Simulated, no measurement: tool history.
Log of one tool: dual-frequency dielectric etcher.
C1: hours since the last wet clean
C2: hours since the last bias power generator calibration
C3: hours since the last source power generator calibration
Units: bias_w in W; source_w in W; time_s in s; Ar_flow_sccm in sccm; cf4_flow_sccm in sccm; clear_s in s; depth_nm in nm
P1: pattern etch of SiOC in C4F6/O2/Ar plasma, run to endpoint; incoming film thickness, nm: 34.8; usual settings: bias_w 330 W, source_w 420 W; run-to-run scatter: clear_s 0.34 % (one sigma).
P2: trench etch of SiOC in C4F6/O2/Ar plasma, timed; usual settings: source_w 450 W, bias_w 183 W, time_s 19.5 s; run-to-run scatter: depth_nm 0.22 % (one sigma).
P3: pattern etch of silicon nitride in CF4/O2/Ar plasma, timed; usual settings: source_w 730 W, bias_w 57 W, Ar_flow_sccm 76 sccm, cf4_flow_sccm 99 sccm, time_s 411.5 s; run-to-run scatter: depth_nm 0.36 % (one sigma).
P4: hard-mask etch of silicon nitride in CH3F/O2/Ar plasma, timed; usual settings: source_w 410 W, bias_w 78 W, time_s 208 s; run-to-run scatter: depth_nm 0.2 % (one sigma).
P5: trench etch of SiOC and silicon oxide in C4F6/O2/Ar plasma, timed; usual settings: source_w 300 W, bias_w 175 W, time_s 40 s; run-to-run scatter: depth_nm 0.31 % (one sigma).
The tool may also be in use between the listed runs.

run 1 day=0.3 | process=P1 bias_w=330 source_w=420 | C1=383.4 C2=508.3 C3=2206.1 | clear_s=13.376
run 2 day=0.567 | process=P5 bias_w=175 source_w=300 time_s=29.5 | C1=389.8 C2=514.7 C3=2212.5 | depth_nm=51.125
run 3 day=0.921 | process=P1 bias_w=392 source_w=550 | C1=398.3 C2=523.2 C3=2221 | clear_s=11.355
run 4 day=1.229 | process=P2 bias_w=183 source_w=450 time_s=19.5 | C1=405.7 C2=530.6 C3=2228.4 | depth_nm=43.269
run 5 day=1.529 | process=P4 bias_w=78 source_w=410 time_s=208 | C1=412.9 C2=537.8 C3=2235.6 | depth_nm=155.74
-- day=1.783 bias power generator calibrated
run 6 day=1.846 | process=P1 bias_w=330 source_w=420 | C1=420.5 C2=1.6 C3=2243.2 | clear_s=13.379
run 7 day=2.167 | process=P5 bias_w=175 source_w=300 time_s=40 | C1=428.2 C2=9.3 C3=2250.9 | depth_nm=69.037
run 8 day=2.446 | process=P3 bias_w=57 source_w=730 time_s=411.5 Ar_flow_sccm=95 cf4_flow_sccm=99 | C1=434.9 C2=16 C3=2257.6 | depth_nm=1151
run 9 day=2.838 | process=P1 bias_w=330 source_w=570 | C1=444.3 C2=25.4 C3=2267 | clear_s=11.941
run 10 day=3.296 | process=P3 bias_w=57 source_w=960 time_s=411.5 Ar_flow_sccm=76 cf4_flow_sccm=99 | C1=455.3 C2=36.4 C3=2278 | depth_nm=1509.5
run 11 day=3.638 | process=P1 bias_w=330 source_w=300 | C1=463.5 C2=44.6 C3=2286.2 | clear_s=15.081
run 12 day=3.975 | process=P4 bias_w=78 source_w=410 time_s=307.5 | C1=471.6 C2=52.7 C3=2294.3 | depth_nm=229.17
run 13 day=4.446 | process=P5 bias_w=175 source_w=300 time_s=40 | C1=482.9 C2=64 C3=2305.6 | depth_nm=68.588
-- day=4.683 wet clean of the chamber
run 14 day=4.921 | process=P1 bias_w=266 source_w=420 | C1=5.8 C2=75.4 C3=2317 | clear_s=14.401
run 15 day=5.229 | process=P2 bias_w=234 source_w=450 time_s=19.5 | C1=13.2 C2=82.8 C3=2324.4 | depth_nm=46.865
run 16 day=5.658 | process=P1 bias_w=330 source_w=420 | C1=23.5 C2=93.1 C3=2334.7 | clear_s=13.326
run 17 day=5.896 | process=P1 bias_w=225 source_w=280 | C1=29.2 C2=98.8 C3=2340.4 | clear_s=17.641
run 18 day=6.183 | process=P3 bias_w=41 source_w=730 time_s=411.5 Ar_flow_sccm=76 cf4_flow_sccm=99 | C1=36.1 C2=105.7 C3=2347.3 | depth_nm=1049.4
run 19 day=6.621 | process=P2 bias_w=183 source_w=450 time_s=19.5 | C1=46.6 C2=116.2 C3=2357.8 | depth_nm=43.205
run 20 day=6.883 | process=P5 bias_w=118 source_w=300 time_s=40 | C1=52.9 C2=122.5 C3=2364.1 | depth_nm=61.235
run 21 day=7.304 | process=P3 bias_w=57 source_w=730 time_s=411.5 Ar_flow_sccm=76 cf4_flow_sccm=123 | C1=63 C2=132.6 C3=2374.2 | depth_nm=1219.3
run 22 day=7.792 | process=P5 bias_w=175 source_w=220 time_s=40 | C1=74.7 C2=144.3 C3=2385.9 | depth_nm=61.595
run 23 day=8.15 | process=P1 bias_w=330 source_w=420 | C1=83.3 C2=152.9 C3=2394.5 | clear_s=13.415
run 24 day=8.362 | process=P2 bias_w=183 source_w=450 time_s=28 | C1=88.4 C2=158 C3=2399.6 | depth_nm=62.292
run 25 day=8.646 | process=P2 bias_w=183 source_w=280 time_s=19.5 | C1=95.2 C2=164.8 C3=2406.4 | depth_nm=36.108
run 26 day=9.054 | process=P4 bias_w=78 source_w=540 time_s=208 | C1=105 C2=174.6 C3=2416.2 | depth_nm=172.86
run 27 day=9.438 | process=P3 bias_w=57 source_w=730 time_s=411.5 Ar_flow_sccm=76 cf4_flow_sccm=99 | C1=114.2 C2=183.8 C3=2425.4 | depth_nm=1173.8
run 28 day=9.671 | process=P1 bias_w=330 source_w=420 | C1=119.8 C2=189.4 C3=2431 | clear_s=13.22
run 29 day=9.996 | process=P1 bias_w=431 source_w=420 | C1=127.6 C2=197.2 C3=2438.8 | clear_s=12.155
run 30 day=10.442 | process=P4 bias_w=110 source_w=410 time_s=208 | C1=138.3 C2=207.9 C3=2449.5 | depth_nm=175.98
run 31 day=10.796 | process=P3 bias_w=57 source_w=730 time_s=615 Ar_flow_sccm=76 cf4_flow_sccm=99 | C1=146.8 C2=216.4 C3=2458 | depth_nm=1779.9
run 32 day=11.112 | process=P1 bias_w=330 source_w=420 | C1=154.4 C2=224 C3=2465.6 | clear_s=13.381
run 33 day=11.567 | process=P1 bias_w=330 source_w=420 | C1=165.3 C2=234.9 C3=2476.5 | clear_s=13.365
run 34 day=11.883 | process=P1 bias_w=330 source_w=420 | C1=172.9 C2=242.5 C3=2484.1 | clear_s=13.493
run 35 day=12.133 | process=P1 bias_w=330 source_w=420 | C1=178.9 C2=248.5 C3=2490.1 | clear_s=13.55
run 36 day=12.517 | process=P1 bias_w=330 source_w=420 | C1=188.1 C2=257.7 C3=2499.3 | clear_s=13.548
-- day=12.575 wet clean of the chamber
run 37 day=12.771 | process=P1 bias_w=330 source_w=420 | C1=4.7 C2=263.8 C3=2505.4 | clear_s=13.55
run 38 day=13.046 | process=P1 bias_w=330 source_w=420 | C1=11.3 C2=270.4 C3=2512 | clear_s=13.538
run 39 day=13.325 | process=P1 bias_w=330 source_w=420 | C1=18 C2=277.1 C3=2518.7 | clear_s=13.553
run 40 day=13.542 | process=P1 bias_w=330 source_w=420 | C1=23.2 C2=282.3 C3=2523.9 | clear_s=13.585

What P1 gives has crept away from where it was. These 2 causes fit the log equally well, each at the size given:
A: source power that arrives under what is set, % = 4.46
B: bias power that arrives under what is set, % = 4.83
The creep began at about day 11.567.
Why every other cause is out:
chamber walls in a state that lowers the etch rate, %: serviced at day 12.575, which brought nothing back

4 check runs are offered, each on 2 wafers whose results are averaged, their results left as question marks. Which one tells the causes apart?
run check 1 day=13.758 | process=P5 bias_w=175 source_w=230 time_s=40 | depth_nm=?
run check 2 day=13.758 | process=P3 bias_w=57 source_w=730 time_s=411.5 Ar_flow_sccm=94 cf4_flow_sccm=99 | depth_nm=?
run check 3 day=13.758 | process=P2 bias_w=228 source_w=450 time_s=19.5 | depth_nm=?
run check 4 day=13.758 | process=P4 bias_w=106 source_w=410 time_s=298 | depth_nm=?

What each check would give under each cause:
check=check_1 result=depth_nm if_A=61.251 if_B=61.339
check=check_2 result=depth_nm if_A=1109.9 if_B=1134
check=check_3 result=depth_nm if_A=45.683 if_B=45.742
check=check_4 result=depth_nm if_A=244.59 if_B=244.26
How far apart the two closest causes lie, in the result that separates them most: check 1 0.14 %; check 2 2.15 %; check 3 0.13 %; check 4 0.14 %
Check 2 tells the causes apart: in the others they would give nearly the same result.

Then check 2 was run and gave: depth_nm 1129.1 nm. Which cause is it?

It is B: bias power that arrives under what is set, %.
